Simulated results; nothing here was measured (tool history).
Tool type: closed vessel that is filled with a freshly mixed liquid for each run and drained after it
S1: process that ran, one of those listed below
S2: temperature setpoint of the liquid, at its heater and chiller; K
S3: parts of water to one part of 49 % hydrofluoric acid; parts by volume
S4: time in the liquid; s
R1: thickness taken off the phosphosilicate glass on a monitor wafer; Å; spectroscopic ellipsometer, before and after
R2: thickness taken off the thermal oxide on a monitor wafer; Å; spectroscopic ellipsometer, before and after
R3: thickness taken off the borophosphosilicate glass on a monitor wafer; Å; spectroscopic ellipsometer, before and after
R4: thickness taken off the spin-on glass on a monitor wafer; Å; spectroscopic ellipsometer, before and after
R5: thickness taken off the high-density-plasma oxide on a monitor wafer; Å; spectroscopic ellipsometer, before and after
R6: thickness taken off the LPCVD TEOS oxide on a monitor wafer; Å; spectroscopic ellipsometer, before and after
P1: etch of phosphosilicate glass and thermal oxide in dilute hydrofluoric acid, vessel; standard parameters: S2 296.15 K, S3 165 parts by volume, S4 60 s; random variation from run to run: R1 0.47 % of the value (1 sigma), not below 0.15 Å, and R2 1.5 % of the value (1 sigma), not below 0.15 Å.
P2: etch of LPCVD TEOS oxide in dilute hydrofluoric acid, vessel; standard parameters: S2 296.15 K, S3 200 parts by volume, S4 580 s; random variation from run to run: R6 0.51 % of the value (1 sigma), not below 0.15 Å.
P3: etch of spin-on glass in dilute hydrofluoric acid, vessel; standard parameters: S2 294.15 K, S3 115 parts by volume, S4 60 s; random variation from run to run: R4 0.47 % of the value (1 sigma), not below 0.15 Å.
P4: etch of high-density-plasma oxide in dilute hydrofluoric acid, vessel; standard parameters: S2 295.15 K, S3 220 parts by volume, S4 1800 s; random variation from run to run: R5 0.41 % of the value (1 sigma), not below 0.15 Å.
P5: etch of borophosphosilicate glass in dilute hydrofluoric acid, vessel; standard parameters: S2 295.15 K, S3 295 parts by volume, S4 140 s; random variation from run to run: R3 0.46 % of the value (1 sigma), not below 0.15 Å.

Run 1, day 0.217: S1 P1, S2 296.15 K, S3 165 parts by volume, S4 60 s. Result: R1 435.28 Å, R2 15.258 Å.
Run 2, day 0.412: S1 P1, S2 296.15 K, S3 165 parts by volume, S4 35 s. Result: R1 255.67 Å, R2 9.428 Å.
Run 3, day 0.542: S1 P5, S2 295.15 K, S3 530 parts by volume, S4 140 s. Result: R3 117.57 Å.
Run 4, day 0.667: S1 P3, S2 294.15 K, S3 115 parts by volume, S4 110 s. Result: R4 236.48 Å.
Run 5, day 0.904: S1 P1, S2 296.15 K, S3 280 parts by volume, S4 60 s. Result: R1 230.03 Å, R2 7.6746 Å.
Run 6, day 1.075: S1 P1, S2 296.15 K, S3 165 parts by volume, S4 60 s. Result: R1 438.45 Å, R2 15.038 Å.
Run 7, day 1.225: S1 P4, S2 295.15 K, S3 220 parts by volume, S4 30 s. Result: R5 6.4669 Å.
Run 8, day 1.417: S1 P1, S2 296.15 K, S3 165 parts by volume, S4 105 s. Result: R1 772.45 Å, R2 27.671 Å.
Run 9, day 1.538: S1 P5, S2 295.15 K, S3 295 parts by volume, S4 140 s. Result: R3 258.97 Å.
Run 10, day 1.658: S1 P5, S2 302.15 K, S3 295 parts by volume, S4 140 s. Result: R3 328.37 Å.
Run 11, day 1.775: S1 P5, S2 295.15 K, S3 295 parts by volume, S4 65 s. Result: R3 120 Å.
Run 12, day 1.883: S1 P1, S2 292.65 K, S3 165 parts by volume, S4 85 s. Result: R1 543.04 Å, R2 19.054 Å.
Run 13, day 2.104: S1 P1, S2 296.15 K, S3 90 parts by volume, S4 60 s. Result: R1 879.62 Å, R2 31.407 Å.
At day 2.188: hydrofluoric acid flow meter replaced.
Run 14, day 2.288: S1 P1, S2 303.65 K, S3 65 parts by volume, S4 60 s. Result: R1 1690.2 Å, R2 60.349 Å.
Run 15, day 2.529: S1 P4, S2 290.15 K, S3 220 parts by volume, S4 1800 s. Result: R5 321.76 Å.
Run 16, day 2.658: S1 P4, S2 295.15 K, S3 220 parts by volume, S4 1800 s. Result: R5 391.01 Å.
Run 17, day 2.825: S1 P3, S2 302.15 K, S3 115 parts by volume, S4 60 s. Result: R4 175.8 Å.
Run 18, day 3.029: S1 P2, S2 304.15 K, S3 200 parts by volume, S4 580 s. Result: R6 578.73 Å.
Run 19, day 3.254: S1 P1, S2 296.15 K, S3 165 parts by volume, S4 60 s. Result: R1 439.98 Å, R2 15.44 Å.
Run 20, day 3.475: S1 P2, S2 296.15 K, S3 60 parts by volume, S4 580 s. Result: R6 1719.6 Å.
Run 21, day 3.712: S1 P3, S2 294.15 K, S3 115 parts by volume, S4 60 s. Result: R4 130.34 Å.
Run 22, day 3.838: S1 P1, S2 296.15 K, S3 165 parts by volume, S4 60 s. Result: R1 440.48 Å, R2 15.541 Å.
Run 23, day 4.079: S1 P4, S2 295.15 K, S3 315 parts by volume, S4 1800 s. Result: R5 248.06 Å.
Run 24, day 4.196: S1 P1, S2 290.15 K, S3 165 parts by volume, S4 60 s. Result: R1 347.3 Å, R2 12.184 Å.
Run 25, day 4.392: S1 P2, S2 296.15 K, S3 200 parts by volume, S4 580 s. Result: R6 432.57 Å.
Run 26, day 4.55: S1 P3, S2 294.15 K, S3 20 parts by volume, S4 60 s. Result: R4 829.21 Å.
Run 27, day 4.675: S1 P5, S2 295.15 K, S3 295 parts by volume, S4 140 s. Result: R3 257.39 Å.
Run 28, day 4.821: S1 P2, S2 296.15 K, S3 200 parts by volume, S4 110 s. Result: R6 82.661 Å.
Run 29, day 5.033: S1 P1, S2 303.15 K, S3 165 parts by volume, S4 30 s. Result: R1 282.08 Å, R2 10.056 Å.
Run 30, day 5.262: S1 P1, S2 296.15 K, S3 165 parts by volume, S4 60 s. Result: R1 436.8 Å, R2 15.519 Å.
Run 31, day 5.483: S1 P1, S2 304.15 K, S3 165 parts by volume, S4 60 s. Result: R1 588 Å, R2 21.167 Å.
Run 32, day 5.633: S1 P2, S2 296.15 K, S3 200 parts by volume, S4 580 s. Result: R6 437.25 Å.
Run 33, day 5.862: S1 P1, S2 296.15 K, S3 165 parts by volume, S4 60 s. Result: R1 438.55 Å, R2 15.571 Å.
Run 34, day 5.988: S1 P1, S2 296.15 K, S3 165 parts by volume, S4 60 s. Result: R1 449.97 Å, R2 15.473 Å.
Run 35, day 6.212: S1 P1, S2 296.15 K, S3 165 parts by volume, S4 60 s. Result: R1 467.6 Å, R2 16.192 Å.
Run 36, day 6.4: S1 P1, S2 296.15 K, S3 165 parts by volume, S4 60 s. Result: R1 468.77 Å, R2 16.795 Å.
Run 37, day 6.638: S1 P1, S2 296.15 K, S3 165 parts by volume, S4 60 s. Result: R1 471.81 Å, R2 17.036 Å.
Run 38, day 6.812: S1 P1, S2 296.15 K, S3 165 parts by volume, S4 60 s. Result: R1 472.04 Å, R2 16.663 Å.
Run 39, day 7.033: S1 P1, S2 296.15 K, S3 165 parts by volume, S4 60 s. Result: R1 477.05 Å, R2 16.783 Å.

The log shows P1 creeping away from where it was. Any of the 2 causes listed here, at the size stated for it, fits the log just as well as the others:
A: hydrofluoric acid flow above the setpoint (%) = 7.09
B: liquid hotter than its thermometer reads (K) = 2.13
Onset of the creep was near day 5.862.

Which of the check runs below tells the causes apart, meaning the causes would give it clearly different results? Each run uses 2 wafers whose results are averaged, and each result is shown as a question mark.
Run check 1, day 7.254: S1 P5, S2 302.15 K, S3 425 parts by volume, S4 140 s. Result: R3 ?.
Run check 2, day 7.254: S1 P3, S2 301.15 K, S3 115 parts by volume, S4 100 s. Result: R4 ?.
Run check 3, day 7.254: S1 P2, S2 304.15 K, S3 125 parts by volume, S4 580 s. Result: R6 ?.
Run check 4, day 7.254: S1 P4, S2 290.15 K, S3 220 parts by volume, S4 305 s. Result: R5 ?.

If the cause were each of the candidates in turn, the checks would give the following:
  check  result    if A    if B
check 1      R3  219.61  212.61
check 2      R4  306.83  307.14
check 3      R6    1111  1107.1
check 4      R5  59.319  59.401
Per-check spread between the two closest causes, in the result where they differ most: check 1 3.24 %; check 2 0.1 %; check 3 0.35 %; check 4 0.14 %
Check 1 distinguishes between the causes, while the remaining checks would return nearly the same result for all of them.

The results of check 1 are: R3 213.22 Å. Based on these, which of the listed causes is it?

The cause is B: liquid hotter than its thermometer reads (K).

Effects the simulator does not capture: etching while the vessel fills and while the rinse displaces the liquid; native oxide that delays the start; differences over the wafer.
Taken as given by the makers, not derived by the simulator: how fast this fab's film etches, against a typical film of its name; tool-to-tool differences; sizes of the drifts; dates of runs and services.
